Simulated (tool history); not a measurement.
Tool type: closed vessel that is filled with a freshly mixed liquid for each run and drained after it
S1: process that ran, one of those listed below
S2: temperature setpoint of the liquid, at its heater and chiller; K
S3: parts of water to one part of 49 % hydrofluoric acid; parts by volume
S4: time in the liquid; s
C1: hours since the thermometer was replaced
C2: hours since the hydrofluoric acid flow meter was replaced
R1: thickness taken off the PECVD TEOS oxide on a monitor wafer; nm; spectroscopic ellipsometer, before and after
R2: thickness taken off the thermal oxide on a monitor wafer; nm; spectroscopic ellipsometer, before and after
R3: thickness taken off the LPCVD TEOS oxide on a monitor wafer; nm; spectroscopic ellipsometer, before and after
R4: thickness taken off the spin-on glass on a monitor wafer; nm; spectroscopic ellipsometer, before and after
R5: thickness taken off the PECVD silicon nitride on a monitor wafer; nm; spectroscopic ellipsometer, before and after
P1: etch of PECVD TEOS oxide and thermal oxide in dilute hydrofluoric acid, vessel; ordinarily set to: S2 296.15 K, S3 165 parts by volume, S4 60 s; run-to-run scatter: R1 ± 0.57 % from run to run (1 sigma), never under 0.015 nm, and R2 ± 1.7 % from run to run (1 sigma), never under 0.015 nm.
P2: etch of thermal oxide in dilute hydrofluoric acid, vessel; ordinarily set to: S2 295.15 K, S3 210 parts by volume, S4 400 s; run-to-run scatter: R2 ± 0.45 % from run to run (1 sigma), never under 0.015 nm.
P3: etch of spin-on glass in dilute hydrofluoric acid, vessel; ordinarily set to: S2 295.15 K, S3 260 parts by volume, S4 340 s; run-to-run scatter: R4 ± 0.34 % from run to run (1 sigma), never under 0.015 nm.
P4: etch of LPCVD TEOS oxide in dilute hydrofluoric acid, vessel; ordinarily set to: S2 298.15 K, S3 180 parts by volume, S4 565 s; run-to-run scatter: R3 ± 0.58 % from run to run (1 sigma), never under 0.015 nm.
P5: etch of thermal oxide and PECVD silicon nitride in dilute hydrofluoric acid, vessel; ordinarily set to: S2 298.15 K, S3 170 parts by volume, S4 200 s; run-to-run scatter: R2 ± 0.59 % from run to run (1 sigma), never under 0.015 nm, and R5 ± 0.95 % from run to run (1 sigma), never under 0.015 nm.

run	hour	S1	S2	S3	S4	C1	C2	R1	R2	R3	R4	R5
1	8.2	P1	296.15	165	60	2119.6	203.1	9.3176	1.51390			
2	17.3	P1	301.15	165	60	2128.7	212.2	11.2670	1.89070			
3	29.5	P4	298.15	330	565	2140.9	224.4			22.517		
4	40.9	P3	295.15	115	340	2152.3	235.8				137.250	
5	49.3	P1	290.15	275	60	2160.7	244.2	4.0408	0.66774			
6	63.6	P1	296.15	90	60	2175.0	258.5	18.7510	3.11680			
7	74.3	P1	296.15	165	60	2185.7	269.2	9.3100	1.58000			
8	88.6	P5	292.65	170	200	2200.0	283.5		4.05140			1.76380
9	100.7	P2	290.15	210	400	2212.1	295.6		5.79310			
10	111.3	P3	290.15	260	340	2222.7	306.2				43.397	
11	125.7	P5	298.15	170	30	2237.1	320.6		0.77303			0.35649
12	136.8	P5	298.15	110	200	2248.2	331.7		8.39360			3.96290
13	152.6	P1	290.15	165	60	2264.0	347.5	7.4538	1.30160			
14	164.4	P1	296.15	165	90	2275.8	359.3	13.9860	2.29100			
15	180.9	P4	298.15	180	1010	2292.3	375.8			86.527		
16	198.9	P5	298.15	170	200	2310.3	393.8		5.08470			2.62560
17	210.9	P1	296.15	165	60	2322.3	405.8	9.3860	1.63140			
18	226.0	P4	298.15	180	565	2337.4	420.9			48.721		
19	243.1	P1	296.15	165	60	2354.5	438.0	9.3802	1.58650			
20	253.4	P3	295.15	260	340	2364.8	448.3				52.232	
21	262.5	P1	296.15	250	30	2373.9	457.4	2.8342	0.46731			
22	271.2	P2	295.15	365	400	2382.6	466.1		3.44930			
23	281.2	P1	296.15	280	60	2392.6	476.1	4.8928	0.78242			
24	295.5	P3	295.15	260	340	2406.9	490.4				52.158	
25	311.0	P4	290.15	180	565	2422.4	505.9			35.936		
26	321.9	P1	296.15	165	60	2433.3	516.8	9.4121	1.59340			
27	331.6	P2	295.15	210	610	2443.0	526.5		10.64500			
28	344.3	P2	295.15	210	400	2455.7	539.2		6.92740			
29	360.7	P3	295.15	260	565	2472.1	555.6				86.129	
30	371.8	P1	296.15	165	35	2483.2	566.7	5.4694	0.95316			
31	388.6	P1	296.15	165	60	2500.0	583.5	9.3152	1.56350			
32	397.2	P1	296.15	165	60	2508.6	592.1	9.2438	1.55620			
33	415.3	P1	296.15	165	60	2526.7	610.2	8.9364	1.45700			
34	424.4	P1	296.15	165	60	2535.8	619.3	8.9398	1.49490			
35	441.5	P1	296.15	165	60	2552.9	636.4	8.8212	1.47010			
36	459.2	P1	296.15	165	60	2570.6	654.1	8.7252	1.46660			
37	475.6	P1	296.15	165	60	2587.0	670.5	8.6033	1.40160			
38	488.6	P1	296.15	165	60	2600.0	683.5	8.5501	1.42870			
39	497.2	P1	296.15	165	60	2608.6	692.1	8.6431	1.49150			
40	505.7	P1	296.15	165	60	2617.1	700.6	8.7223	1.44160			
41	518.6	P1	296.15	165	60	2630.0	713.5	8.6972	1.41340			
42	527.3	P1	296.15	165	60	2638.7	722.2	8.6717	1.47980			

P1 has crept away from where it was. The log is fitted equally well by each of these 2 causes, at the sizes shown:
A: hydrofluoric acid flow below the setpoint (%) = 6.68
B: liquid colder than its thermometer reads (K) = 2.12
The onset of the drift is placed at about hour 388.6.

You are offered 4 check runs, listed below with question marks in place of their results; each one averages 5 wafers. Which run separates the listed causes by giving clearly different results for each?
check 1	536.0	P3	290.15	260	340						?	
check 2	536.0	P5	298.15	170	85				?			?
check 3	536.0	P2	291.65	285	400				?			
check 4	536.0	P4	292.65	270	565					?		

If the cause were each of the candidates in turn, the checks would give the following:
check	result	if A	if B
check 1	R4	39.717	39.802
check 2	R2	1.97610	1.98190
check 2	R5	1.01740	0.95146
check 3	R2	3.84040	3.86490
check 4	R3	22.135	22.276
Minimum pairwise separation of causes per check, each pair taken at its best-separating result: check 1 0.21 %; check 2 6.7 %; check 3 0.63 %; check 4 0.64 %
The other checks would show nearly matching results whichever cause is true, so check 2 is the only one that separates the causes.

Check 2 was carried out, with these results: R2 1.96390 nm; R5 0.95221 nm. Which of the listed causes is responsible?

B is the cause: liquid colder than its thermometer reads (K).
